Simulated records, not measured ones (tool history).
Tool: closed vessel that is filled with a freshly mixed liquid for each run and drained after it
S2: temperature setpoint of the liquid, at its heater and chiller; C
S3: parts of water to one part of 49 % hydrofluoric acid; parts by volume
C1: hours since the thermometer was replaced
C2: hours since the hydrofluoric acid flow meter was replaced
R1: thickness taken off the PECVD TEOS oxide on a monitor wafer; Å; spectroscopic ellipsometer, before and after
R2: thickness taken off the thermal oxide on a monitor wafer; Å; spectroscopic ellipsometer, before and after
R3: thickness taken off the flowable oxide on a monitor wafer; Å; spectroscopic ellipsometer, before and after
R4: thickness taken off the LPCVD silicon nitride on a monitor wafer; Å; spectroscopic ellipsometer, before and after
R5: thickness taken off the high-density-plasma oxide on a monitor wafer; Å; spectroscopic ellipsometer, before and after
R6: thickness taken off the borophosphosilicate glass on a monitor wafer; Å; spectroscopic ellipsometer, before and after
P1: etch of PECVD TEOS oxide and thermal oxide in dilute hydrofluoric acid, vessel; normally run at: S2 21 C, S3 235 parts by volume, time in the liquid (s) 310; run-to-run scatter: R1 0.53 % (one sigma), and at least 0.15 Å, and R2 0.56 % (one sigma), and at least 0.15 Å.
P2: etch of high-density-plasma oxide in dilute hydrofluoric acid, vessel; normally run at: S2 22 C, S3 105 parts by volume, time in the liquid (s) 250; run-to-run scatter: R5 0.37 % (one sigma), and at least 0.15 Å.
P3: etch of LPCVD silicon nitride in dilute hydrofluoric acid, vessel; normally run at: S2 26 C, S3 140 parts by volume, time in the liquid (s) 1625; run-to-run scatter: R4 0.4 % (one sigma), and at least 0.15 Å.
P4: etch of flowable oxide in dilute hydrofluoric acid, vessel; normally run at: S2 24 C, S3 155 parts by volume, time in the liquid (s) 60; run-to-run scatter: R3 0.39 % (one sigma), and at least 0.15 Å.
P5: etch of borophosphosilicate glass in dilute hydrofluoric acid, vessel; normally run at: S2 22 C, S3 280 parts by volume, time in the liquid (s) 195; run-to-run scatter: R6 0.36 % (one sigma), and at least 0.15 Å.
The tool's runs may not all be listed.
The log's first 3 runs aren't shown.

Run 4, day 0.825: process that ran P1, S2 21 C, S3 235 parts by volume, time in the liquid (s) 120; C1 336.4; C2 1696.3. Result: R1 54.034 Å, R2 19.295 Å.
Run 5, day 1.071: process that ran P4, S2 24 C, S3 155 parts by volume, time in the liquid (s) 30; C1 342.3; C2 1702.2. Result: R3 96.293 Å.
Run 6, day 1.279: process that ran P2, S2 25.5 C, S3 105 parts by volume, time in the liquid (s) 250; C1 347.3; C2 1707.2. Result: R5 170.41 Å.
Run 7, day 1.471: process that ran P5, S2 18 C, S3 280 parts by volume, time in the liquid (s) 195; C1 351.9; C2 1711.8. Result: R6 177.91 Å.
Run 8, day 1.712: process that ran P1, S2 21 C, S3 235 parts by volume, time in the liquid (s) 310; C1 357.7; C2 1717.6. Result: R1 138.7 Å, R2 49.653 Å.
Run 9, day 1.888: process that ran P1, S2 25.5 C, S3 235 parts by volume, time in the liquid (s) 310; C1 361.9; C2 1721.8. Result: R1 164.75 Å, R2 58.467 Å.
Run 10, day 2.108: process that ran P3, S2 26 C, S3 140 parts by volume, time in the liquid (s) 350; C1 367.2; C2 1727.1. Result: R4 15.766 Å.
Run 11, day 2.262: process that ran P1, S2 24.5 C, S3 315 parts by volume, time in the liquid (s) 310; C1 370.9; C2 1730.8. Result: R1 108.02 Å, R2 39.406 Å.
Run 12, day 2.442: process that ran P1, S2 21 C, S3 235 parts by volume, time in the liquid (s) 310; C1 375.2; C2 1735.1. Result: R1 137.78 Å, R2 49.984 Å.
Run 13, day 2.575: process that ran P5, S2 22 C, S3 280 parts by volume, time in the liquid (s) 195; C1 378.4; C2 1738.3. Result: R6 204.82 Å.
Run 14, day 2.717: process that ran P5, S2 22 C, S3 110 parts by volume, time in the liquid (s) 195; C1 381.8; C2 1741.7. Result: R6 630.92 Å.
Run 15, day 2.858: process that ran P3, S2 26 C, S3 40 parts by volume, time in the liquid (s) 1625; C1 385.2; C2 1745.1. Result: R4 250.14 Å.
Run 16, day 3.104: process that ran P2, S2 22 C, S3 105 parts by volume, time in the liquid (s) 250; C1 391.1; C2 1751. Result: R5 148.6 Å.
Run 17, day 3.362: process that ran P1, S2 21 C, S3 85 parts by volume, time in the liquid (s) 310; C1 397.3; C2 1757.2. Result: R1 450.04 Å, R2 162.1 Å.
Run 18, day 3.554: process that ran P1, S2 17 C, S3 235 parts by volume, time in the liquid (s) 310; C1 401.9; C2 1761.8. Result: R1 120.17 Å, R2 43.125 Å.
Run 19, day 3.758: process that ran P4, S2 24 C, S3 155 parts by volume, time in the liquid (s) 60; C1 406.8; C2 1766.7. Result: R3 192.5 Å.
Run 20, day 3.925: process that ran P4, S2 24 C, S3 260 parts by volume, time in the liquid (s) 60; C1 410.8; C2 1770.7. Result: R3 103.32 Å.
Run 21, day 4.112: process that ran P2, S2 22 C, S3 105 parts by volume, time in the liquid (s) 415; C1 415.3; C2 1775.2. Result: R5 246.76 Å.
Run 22, day 4.333: process that ran P2, S2 22 C, S3 190 parts by volume, time in the liquid (s) 250; C1 420.6; C2 1780.5. Result: R5 74.174 Å.
Run 23, day 4.504: process that ran P1, S2 21 C, S3 235 parts by volume, time in the liquid (s) 310; C1 424.7; C2 1784.6. Result: R1 140.09 Å, R2 49.749 Å.

Forecast run 24:
Run 24, day 4.662: process that ran P5, S2 22 C, S3 280 parts by volume, time in the liquid (s) 335; C1 428.5; C2 1788.4. Result: R6 ?.

Run 24 gave R6 355.6 Å.
